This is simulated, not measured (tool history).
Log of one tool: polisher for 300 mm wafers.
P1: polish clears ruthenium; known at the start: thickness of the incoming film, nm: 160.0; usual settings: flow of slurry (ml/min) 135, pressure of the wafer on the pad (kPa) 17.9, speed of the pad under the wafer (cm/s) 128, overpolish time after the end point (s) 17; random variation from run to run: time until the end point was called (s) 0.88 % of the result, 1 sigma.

run  hour  flow of slurry (ml/min)  pressure of the wafer on the pad (kPa)  speed of the pad under the wafer (cm/s)  overpolish time after the end point (s)  wafers polished on this pad  hours since the slurry nozzle was cleaned  hours since the head pressure was calibrated  time until the end point was called (s)
  1   6.8                      135                                    17.9                                      128                                       17                          378                                      167.4                                         454.3                                   97.435
  2  16.9                      135                                    17.9                                       58                                        8                          512                                      177.5                                         464.4                                   217.93
  3  27.3                      135                                    17.9                                      128                                       17                          651                                      187.9                                         474.8                                   98.772
  4  35.9                      135                                    28.3                                      128                                       17                          765                                      196.5                                         483.4                                   63.818
  5  44.2                      135                                    17.9                                       80                                       17                          876                                      204.8                                         491.7                                   158.72
  6  49.9                      135                                     8.3                                      128                                       17                          952                                      210.5                                         497.4                                   213.12
  7  56.7                       80                                    17.9                                      128                                       17                         1042                                      217.3                                         504.2                                   112.79
  8  62.6                      135                                    17.9                                      128                                       28                         1121                                      223.2                                         510.1                                   100.35
  9  72.5                      135                                    17.9                                      128                                        5                         1253                                      233.1                                           520                                   98.384
 10  77.8                      135                                    17.9                                      128                                       17                         1323                                      238.4                                         525.3                                   99.563
     86.8  -- head pressure recalibrated
 11  87.3                      135                                    17.9                                      128                                       17                         1450                                      247.9                                           0.5                                   100.64
 12  93.7                      135                                    17.9                                      200                                       17                         1535                                      254.3                                           6.9                                   63.714

Forecast run 13:
 13   102                      210                                    17.9                                      128                                       17                         1646                                      262.6                                          15.2                                        ?

{"run 13": {"time until the end point was called (s)": 92.161}}
